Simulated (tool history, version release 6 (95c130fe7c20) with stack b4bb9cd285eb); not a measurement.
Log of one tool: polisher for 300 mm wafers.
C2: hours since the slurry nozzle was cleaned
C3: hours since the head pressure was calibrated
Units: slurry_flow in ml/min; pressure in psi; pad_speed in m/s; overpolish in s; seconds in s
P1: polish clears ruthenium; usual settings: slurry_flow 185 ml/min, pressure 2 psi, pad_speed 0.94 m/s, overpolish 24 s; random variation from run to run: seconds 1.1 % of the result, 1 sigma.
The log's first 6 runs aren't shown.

Run 7, hour 27.4: slurry_flow 265 ml/min, pressure 2 psi, pad_speed 0.94 m/s, overpolish 41 s; wafers polished on this pad 334; C2 145.6; C3 156.2. Result: seconds 103.44 s.
Run 8, hour 31.3: slurry_flow 185 ml/min, pressure 2 psi, pad_speed 0.94 m/s, overpolish 24 s; wafers polished on this pad 366; C2 149.5; C3 160.1. Result: seconds 110.16 s.
Run 9, hour 35: slurry_flow 185 ml/min, pressure 2 psi, pad_speed 0.94 m/s, overpolish 24 s; wafers polished on this pad 397; C2 153.2; C3 163.8. Result: seconds 108.71 s.
Run 10, hour 37.9: slurry_flow 185 ml/min, pressure 1.3 psi, pad_speed 0.94 m/s, overpolish 24 s; wafers polished on this pad 421; C2 156.1; C3 166.7. Result: seconds 167.82 s.
Run 11, hour 41.3: slurry_flow 110 ml/min, pressure 2 psi, pad_speed 0.94 m/s, overpolish 24 s; wafers polished on this pad 449; C2 159.5; C3 170.1. Result: seconds 120.56 s.
Run 12, hour 45.9: slurry_flow 110 ml/min, pressure 2 psi, pad_speed 1.42 m/s, overpolish 24 s; wafers polished on this pad 487; C2 164.1; C3 174.7. Result: seconds 81.007 s.
Run 13, hour 50.7: slurry_flow 185 ml/min, pressure 2 psi, pad_speed 0.94 m/s, overpolish 24 s; wafers polished on this pad 527; C2 168.9; C3 179.5. Result: seconds 107.53 s.
Run 14, hour 54.5: slurry_flow 185 ml/min, pressure 2 psi, pad_speed 0.94 m/s, overpolish 7 s; wafers polished on this pad 558; C2 172.7; C3 183.3. Result: seconds 109.28 s.
Run 15, hour 59.6: slurry_flow 185 ml/min, pressure 2.7 psi, pad_speed 0.94 m/s, overpolish 24 s; wafers polished on this pad 600; C2 177.8; C3 188.4. Result: seconds 80.192 s.
Run 16, hour 63.5: slurry_flow 185 ml/min, pressure 1.1 psi, pad_speed 0.94 m/s, overpolish 10 s; wafers polished on this pad 632; C2 181.7; C3 192.3. Result: seconds 201.15 s.
Run 17, hour 67.1: slurry_flow 185 ml/min, pressure 2 psi, pad_speed 0.94 m/s, overpolish 47 s; wafers polished on this pad 662; C2 185.3; C3 195.9. Result: seconds 110.42 s.
Run 18, hour 71.2: slurry_flow 185 ml/min, pressure 2 psi, pad_speed 0.94 m/s, overpolish 24 s; wafers polished on this pad 696; C2 189.4; C3 200. Result: seconds 111.12 s.
Run 19, hour 76.2: slurry_flow 185 ml/min, pressure 2 psi, pad_speed 0.94 m/s, overpolish 24 s; wafers polished on this pad 737; C2 194.4; C3 205. Result: seconds 109.92 s.
Run 20, hour 81.7: slurry_flow 185 ml/min, pressure 2 psi, pad_speed 0.94 m/s, overpolish 24 s; wafers polished on this pad 782; C2 199.9; C3 210.5. Result: seconds 111.77 s.

Run 21 comes next. What will it give?
Run 21, hour 84.7: slurry_flow 185 ml/min, pressure 2 psi, pad_speed 0.94 m/s, overpolish 24 s; wafers polished on this pad 807; C2 202.9; C3 213.5. Result: seconds ?.

seconds: 114.07 s

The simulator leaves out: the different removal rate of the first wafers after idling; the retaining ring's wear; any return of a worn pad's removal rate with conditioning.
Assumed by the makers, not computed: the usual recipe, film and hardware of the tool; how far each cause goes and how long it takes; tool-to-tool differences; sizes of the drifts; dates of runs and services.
